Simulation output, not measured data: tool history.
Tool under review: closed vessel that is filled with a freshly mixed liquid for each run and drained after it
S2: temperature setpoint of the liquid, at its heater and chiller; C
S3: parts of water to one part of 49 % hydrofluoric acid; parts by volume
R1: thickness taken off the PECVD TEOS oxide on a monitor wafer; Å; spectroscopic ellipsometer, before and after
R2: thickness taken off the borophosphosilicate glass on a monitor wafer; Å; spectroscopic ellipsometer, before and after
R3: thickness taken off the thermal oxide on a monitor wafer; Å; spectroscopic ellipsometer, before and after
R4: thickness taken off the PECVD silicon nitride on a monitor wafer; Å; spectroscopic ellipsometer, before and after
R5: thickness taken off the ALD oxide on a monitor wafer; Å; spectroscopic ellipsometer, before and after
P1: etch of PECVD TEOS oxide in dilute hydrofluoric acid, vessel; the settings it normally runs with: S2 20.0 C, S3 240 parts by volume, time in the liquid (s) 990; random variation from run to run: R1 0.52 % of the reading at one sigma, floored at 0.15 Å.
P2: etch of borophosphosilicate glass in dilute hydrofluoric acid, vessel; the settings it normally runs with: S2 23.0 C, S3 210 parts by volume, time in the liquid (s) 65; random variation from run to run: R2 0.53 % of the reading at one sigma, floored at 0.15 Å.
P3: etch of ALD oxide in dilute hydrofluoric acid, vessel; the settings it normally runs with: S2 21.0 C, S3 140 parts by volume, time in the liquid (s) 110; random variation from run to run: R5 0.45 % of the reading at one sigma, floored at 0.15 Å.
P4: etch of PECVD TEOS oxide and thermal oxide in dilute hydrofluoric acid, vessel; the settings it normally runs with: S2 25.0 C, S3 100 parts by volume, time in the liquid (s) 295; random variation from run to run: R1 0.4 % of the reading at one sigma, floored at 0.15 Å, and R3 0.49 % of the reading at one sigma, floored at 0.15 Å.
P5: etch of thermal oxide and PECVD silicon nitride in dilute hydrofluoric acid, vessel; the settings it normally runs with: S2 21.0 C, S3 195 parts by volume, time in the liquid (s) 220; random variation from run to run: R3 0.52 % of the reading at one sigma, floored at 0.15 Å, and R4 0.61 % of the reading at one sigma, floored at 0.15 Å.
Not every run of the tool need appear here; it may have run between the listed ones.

run 1 day=0.546 | process_that_ran=P1 S2=20.0 S3=240 time_in_the_liquid_(s)=990 | R1=427.18
run 2 day=0.892 | process_that_ran=P1 S2=20.0 S3=240 time_in_the_liquid_(s)=1625 | R1=707.42
run 3 day=1.321 | process_that_ran=P2 S2=18.5 S3=210 time_in_the_liquid_(s)=65 | R2=114.140
run 4 day=1.946 | process_that_ran=P2 S2=23.0 S3=380 time_in_the_liquid_(s)=65 | R2=63.266
run 5 day=2.371 | process_that_ran=P4 S2=25.0 S3=100 time_in_the_liquid_(s)=440 | R1=401.49 R3=220.190
run 6 day=2.779 | process_that_ran=P5 S2=21.0 S3=195 time_in_the_liquid_(s)=220 | R3=42.779 R4=35.710
run 7 day=3.396 | process_that_ran=P3 S2=21.0 S3=140 time_in_the_liquid_(s)=170 | R5=228.46
run 8 day=3.838 | process_that_ran=P4 S2=25.0 S3=35 time_in_the_liquid_(s)=295 | R1=835.67 R3=463.950
run 9 day=4.562 | process_that_ran=P1 S2=20.0 S3=240 time_in_the_liquid_(s)=385 | R1=167.61
run 10 day=4.938 | process_that_ran=P1 S2=20.0 S3=240 time_in_the_liquid_(s)=990 | R1=430.94
run 11 day=5.583 | process_that_ran=P4 S2=17.0 S3=100 time_in_the_liquid_(s)=295 | R1=193.20 R3=106.630
run 12 day=6.025 | process_that_ran=P1 S2=20.0 S3=105 time_in_the_liquid_(s)=990 | R1=1126.30
run 13 day=6.575 | process_that_ran=P1 S2=20.0 S3=240 time_in_the_liquid_(s)=990 | R1=433.73
run 14 day=6.975 | process_that_ran=P4 S2=25.0 S3=100 time_in_the_liquid_(s)=295 | R1=269.99 R3=149.370
run 15 day=7.529 | process_that_ran=P5 S2=21.0 S3=35 time_in_the_liquid_(s)=220 | R3=287.930 R4=189.920
run 16 day=8.196 | process_that_ran=P3 S2=17.0 S3=140 time_in_the_liquid_(s)=110 | R5=125.07
run 17 day=8.775 | process_that_ran=P1 S2=20.0 S3=55 time_in_the_liquid_(s)=410 | R1=947.82
run 18 day=9.133 | process_that_ran=P5 S2=21.0 S3=195 time_in_the_liquid_(s)=220 | R3=43.216 R4=35.390
run 19 day=9.508 | process_that_ran=P4 S2=25.0 S3=100 time_in_the_liquid_(s)=295 | R1=270.35 R3=148.480
run 20 day=9.962 | process_that_ran=P2 S2=23.0 S3=210 time_in_the_liquid_(s)=65 | R2=136.300
run 21 day=10.288 | process_that_ran=P1 S2=20.0 S3=240 time_in_the_liquid_(s)=990 | R1=434.28
run 22 day=11.000 | process_that_ran=P1 S2=17.0 S3=240 time_in_the_liquid_(s)=990 | R1=385.82
run 23 day=11.333 | process_that_ran=P5 S2=17.0 S3=195 time_in_the_liquid_(s)=220 | R3=36.752 R4=26.865
run 24 day=12.012 | process_that_ran=P1 S2=20.0 S3=435 time_in_the_liquid_(s)=990 | R1=200.88
run 25 day=12.633 | process_that_ran=P3 S2=21.0 S3=50 time_in_the_liquid_(s)=110 | R5=463.82
run 26 day=13.092 | process_that_ran=P2 S2=23.0 S3=210 time_in_the_liquid_(s)=120 | R2=249.870
-- day=13.462 hydrofluoric acid flow meter replaced
run 27 day=13.692 | process_that_ran=P1 S2=20.0 S3=240 time_in_the_liquid_(s)=990 | R1=430.44
run 28 day=14.321 | process_that_ran=P1 S2=27.0 S3=240 time_in_the_liquid_(s)=990 | R1=551.59
run 29 day=14.696 | process_that_ran=P3 S2=21.0 S3=140 time_in_the_liquid_(s)=110 | R5=148.88
run 30 day=15.325 | process_that_ran=P5 S2=21.0 S3=195 time_in_the_liquid_(s)=120 | R3=23.598 R4=19.105
run 31 day=15.721 | process_that_ran=P1 S2=20.0 S3=240 time_in_the_liquid_(s)=990 | R1=427.31
run 32 day=16.262 | process_that_ran=P1 S2=20.0 S3=240 time_in_the_liquid_(s)=990 | R1=435.84
run 33 day=16.679 | process_that_ran=P1 S2=20.0 S3=240 time_in_the_liquid_(s)=990 | R1=419.55
run 34 day=17.025 | process_that_ran=P1 S2=20.0 S3=240 time_in_the_liquid_(s)=990 | R1=413.64
run 35 day=17.546 | process_that_ran=P1 S2=20.0 S3=240 time_in_the_liquid_(s)=990 | R1=406.51

Predict the results of run 36:
run 36 day=17.892 | process_that_ran=P1 S2=20.0 S3=240 time_in_the_liquid_(s)=990 | R1=?

R1: 403.23 Å

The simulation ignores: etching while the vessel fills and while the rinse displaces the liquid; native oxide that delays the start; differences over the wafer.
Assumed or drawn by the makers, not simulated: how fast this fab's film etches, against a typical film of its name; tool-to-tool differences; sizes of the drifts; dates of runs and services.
